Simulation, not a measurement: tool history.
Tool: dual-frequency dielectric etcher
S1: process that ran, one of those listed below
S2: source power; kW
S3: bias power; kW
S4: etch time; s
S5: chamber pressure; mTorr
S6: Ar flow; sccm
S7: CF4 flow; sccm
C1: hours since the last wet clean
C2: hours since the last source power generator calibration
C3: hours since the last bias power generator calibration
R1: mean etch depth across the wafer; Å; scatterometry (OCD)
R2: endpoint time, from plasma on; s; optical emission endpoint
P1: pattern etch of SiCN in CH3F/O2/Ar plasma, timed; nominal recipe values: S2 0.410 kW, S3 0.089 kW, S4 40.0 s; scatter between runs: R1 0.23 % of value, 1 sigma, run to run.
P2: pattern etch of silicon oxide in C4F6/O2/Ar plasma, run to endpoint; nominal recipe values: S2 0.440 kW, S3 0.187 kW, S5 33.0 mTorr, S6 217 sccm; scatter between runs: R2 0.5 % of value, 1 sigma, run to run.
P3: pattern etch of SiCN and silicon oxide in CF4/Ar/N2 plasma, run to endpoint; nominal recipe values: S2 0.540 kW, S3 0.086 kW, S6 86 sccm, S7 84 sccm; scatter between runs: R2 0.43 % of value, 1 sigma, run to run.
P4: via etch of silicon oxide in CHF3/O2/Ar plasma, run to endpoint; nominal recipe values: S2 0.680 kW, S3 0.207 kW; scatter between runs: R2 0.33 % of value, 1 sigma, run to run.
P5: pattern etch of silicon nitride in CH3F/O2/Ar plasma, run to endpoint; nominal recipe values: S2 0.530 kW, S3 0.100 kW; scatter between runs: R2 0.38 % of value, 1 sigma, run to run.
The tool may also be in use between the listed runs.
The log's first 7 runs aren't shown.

run   hour  S1     S2     S3    S4    S5   S6   S7     C1     C2      C3      R1        R2
  8   91.0  P1  0.310  0.089  40.0                  262.3  524.7  1095.6  146.12
  9   97.9  P4  0.400  0.207                        269.2  531.6  1102.5          279.3300
 10  110.9  P1  0.410  0.058  40.0                  282.2  544.6  1115.5  139.26
     115.6  -- bias power generator calibrated
 11  122.7  P4  0.680  0.257                        294.0  556.4     7.2          213.8800
 12  133.5  P3  0.540  0.086               86   84  304.8  567.2    18.0           10.1400
 13  143.6  P5  0.530  0.077                        314.9  577.3    28.1           44.6280
 14  153.1  P3  0.540  0.053               86   84  324.4  586.8    37.6           11.6600
 15  166.4  P2  0.260  0.187        33.0  217       337.7  600.1    50.9           16.6770
 16  175.6  P3  0.380  0.086               86   84  346.9  609.3    60.1           13.8180
 17  185.9  P1  0.410  0.089  40.0                  357.2  619.6    70.4  162.42
 18  196.0  P3  0.540  0.086              102   84  367.3  629.7    80.5           10.3210
 19  209.2  P5  0.640  0.100                        380.5  642.9    93.7           37.5360
 20  216.7  P5  0.530  0.100                        388.0  650.4   101.2           40.4680
 21  228.3  P1  0.410  0.089  27.0                  399.6  662.0   112.8  109.36
 22  239.0  P1  0.280  0.089  52.5                  410.3  672.7   123.5  185.87
 23  251.0  P2  0.440  0.187        33.0  165       422.3  684.7   135.5           13.1310
 24  262.6  P2  0.440  0.187        33.0  217       433.9  696.3   147.1           13.5970
 25  273.4  P1  0.410  0.089  40.0                  444.7  707.1   157.9  161.99
 26  287.3  P3  0.540  0.086               86   84  458.6  721.0   171.8           10.1230
     289.3  -- source power generator calibrated
 27  298.4  P1  0.410  0.089  52.0                  469.7    9.2   182.9  211.17
 28  311.9  P3  0.540  0.086               86  114  483.2   22.7   196.4            9.6815

What will run 29 give?
 29  323.1  P1  0.410  0.117  40.0              494.4  33.9  207.6   ?

R1: 179.98 Å

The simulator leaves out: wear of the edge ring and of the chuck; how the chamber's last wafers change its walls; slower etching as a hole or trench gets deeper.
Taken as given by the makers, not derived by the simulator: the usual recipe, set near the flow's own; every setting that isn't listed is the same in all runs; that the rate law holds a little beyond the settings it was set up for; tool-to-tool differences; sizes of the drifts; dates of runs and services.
